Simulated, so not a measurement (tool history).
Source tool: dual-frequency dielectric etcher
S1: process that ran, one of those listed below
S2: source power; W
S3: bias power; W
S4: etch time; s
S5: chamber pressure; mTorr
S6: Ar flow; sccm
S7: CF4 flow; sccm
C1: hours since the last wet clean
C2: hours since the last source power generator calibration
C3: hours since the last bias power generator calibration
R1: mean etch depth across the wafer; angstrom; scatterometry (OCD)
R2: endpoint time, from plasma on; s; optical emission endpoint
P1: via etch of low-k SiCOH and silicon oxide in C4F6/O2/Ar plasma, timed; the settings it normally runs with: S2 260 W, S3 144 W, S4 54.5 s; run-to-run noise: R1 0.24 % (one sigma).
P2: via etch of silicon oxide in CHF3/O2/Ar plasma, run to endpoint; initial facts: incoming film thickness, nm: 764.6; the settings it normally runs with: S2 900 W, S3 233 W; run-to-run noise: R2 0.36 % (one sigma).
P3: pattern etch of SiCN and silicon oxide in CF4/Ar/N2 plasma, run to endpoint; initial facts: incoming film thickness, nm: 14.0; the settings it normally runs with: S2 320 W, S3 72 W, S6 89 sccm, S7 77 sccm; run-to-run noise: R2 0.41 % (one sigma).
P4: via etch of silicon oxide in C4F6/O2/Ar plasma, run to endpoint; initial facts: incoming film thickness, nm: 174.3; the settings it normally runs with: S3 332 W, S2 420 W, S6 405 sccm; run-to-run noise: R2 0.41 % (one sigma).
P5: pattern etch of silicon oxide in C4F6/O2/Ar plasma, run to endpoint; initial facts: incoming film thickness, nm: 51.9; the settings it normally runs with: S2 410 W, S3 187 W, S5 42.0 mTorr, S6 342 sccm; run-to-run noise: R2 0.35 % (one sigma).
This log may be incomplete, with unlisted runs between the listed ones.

Run 1, hour 14.7: S1 P1, S2 260 W, S3 144 W, S4 54.5 s; C1 249.2; C2 3076.1; C3 2780.2. Result: R1 1115.80 angstrom.
Run 2, hour 29.6: S1 P5, S2 410 W, S3 187 W, S5 42.0 mTorr, S6 342 sccm; C1 264.1; C2 3091.0; C3 2795.1. Result: R2 17.426 s.
Run 3, hour 44.7: S1 P1, S2 260 W, S3 144 W, S4 32.5 s; C1 279.2; C2 3106.1; C3 2810.2. Result: R1 665.31 angstrom.
Run 4, hour 62.0: S1 P5, S2 300 W, S3 187 W, S5 42.0 mTorr, S6 342 sccm; C1 296.5; C2 3123.4; C3 2827.5. Result: R2 19.681 s.
Run 5, hour 78.7: S1 P4, S2 520 W, S3 332 W, S6 405 sccm; C1 313.2; C2 3140.1; C3 2844.2. Result: R2 41.092 s.
Run 6, hour 96.3: S1 P4, S2 420 W, S3 412 W, S6 405 sccm; C1 330.8; C2 3157.7; C3 2861.8. Result: R2 40.996 s.
Run 7, hour 103.9: S1 P4, S2 420 W, S3 332 W, S6 405 sccm; C1 338.4; C2 3165.3; C3 2869.4. Result: R2 44.328 s.
Run 8, hour 120.1: S1 P3, S2 320 W, S3 72 W, S6 89 sccm, S7 77 sccm; C1 354.6; C2 3181.5; C3 2885.6. Result: R2 20.772 s.
Run 9, hour 128.3: S1 P5, S2 410 W, S3 187 W, S5 42.0 mTorr, S6 206 sccm; C1 362.8; C2 3189.7; C3 2893.8. Result: R2 16.434 s.
Run 10, hour 138.3: S1 P5, S2 410 W, S3 262 W, S5 42.0 mTorr, S6 342 sccm; C1 372.8; C2 3199.7; C3 2903.8. Result: R2 15.602 s.
Run 11, hour 149.0: S1 P1, S2 260 W, S3 144 W, S4 54.5 s; C1 383.5; C2 3210.4; C3 2914.5. Result: R1 1116.80 angstrom.
Run 12, hour 166.4: S1 P2, S2 900 W, S3 141 W; C1 400.9; C2 3227.8; C3 2931.9. Result: R2 354.810 s.
Run 13, hour 176.2: S1 P1, S2 260 W, S3 144 W, S4 54.5 s; C1 410.7; C2 3237.6; C3 2941.7. Result: R1 1117.00 angstrom.
Run 14, hour 188.9: S1 P1, S2 170 W, S3 144 W, S4 54.5 s; C1 423.4; C2 3250.3; C3 2954.4. Result: R1 942.22 angstrom.
At hour 191.4: source power generator calibrated.
Run 15, hour 203.1: S1 P1, S2 330 W, S3 144 W, S4 33.5 s; C1 437.6; C2 11.8; C3 2968.6. Result: R1 751.20 angstrom.
Run 16, hour 217.2: S1 P1, S2 260 W, S3 144 W, S4 54.5 s; C1 451.7; C2 25.9; C3 2982.7. Result: R1 1112.40 angstrom.
Run 17, hour 230.9: S1 P5, S2 410 W, S3 187 W, S5 26.5 mTorr, S6 342 sccm; C1 465.4; C2 39.6; C3 2996.4. Result: R2 16.482 s.
Run 18, hour 239.0: S1 P1, S2 260 W, S3 144 W, S4 54.5 s; C1 473.5; C2 47.7; C3 3004.5. Result: R1 1112.80 angstrom.
Run 19, hour 254.1: S1 P4, S2 420 W, S3 332 W, S6 405 sccm; C1 488.6; C2 62.8; C3 3019.6. Result: R2 44.454 s.
Run 20, hour 264.5: S1 P1, S2 260 W, S3 144 W, S4 54.5 s; C1 499.0; C2 73.2; C3 3030.0. Result: R1 1116.20 angstrom.
Run 21, hour 275.6: S1 P2, S2 900 W, S3 233 W; C1 510.1; C2 84.3; C3 3041.1. Result: R2 302.250 s.
Run 22, hour 290.7: S1 P3, S2 320 W, S3 47 W, S6 89 sccm, S7 77 sccm; C1 525.2; C2 99.4; C3 3056.2. Result: R2 23.819 s.
Run 23, hour 299.9: S1 P1, S2 260 W, S3 114 W, S4 54.5 s; C1 534.4; C2 108.6; C3 3065.4. Result: R1 1041.20 angstrom.
Run 24, hour 312.1: S1 P1, S2 260 W, S3 178 W, S4 54.5 s; C1 546.6; C2 120.8; C3 3077.6. Result: R1 1189.50 angstrom.
Run 25, hour 323.5: S1 P1, S2 260 W, S3 144 W, S4 74.0 s; C1 558.0; C2 132.2; C3 3089.0. Result: R1 1510.30 angstrom.
Run 26, hour 340.6: S1 P4, S2 420 W, S3 332 W, S6 327 sccm; C1 575.1; C2 149.3; C3 3106.1. Result: R2 43.278 s.

Expected results for the next run?
Run 27, hour 356.0: S1 P1, S2 340 W, S3 144 W, S4 54.5 s; C1 590.5; C2 164.7; C3 3121.5. Result: R1 ?.

{"run 27": {"R1": 1237.5}}
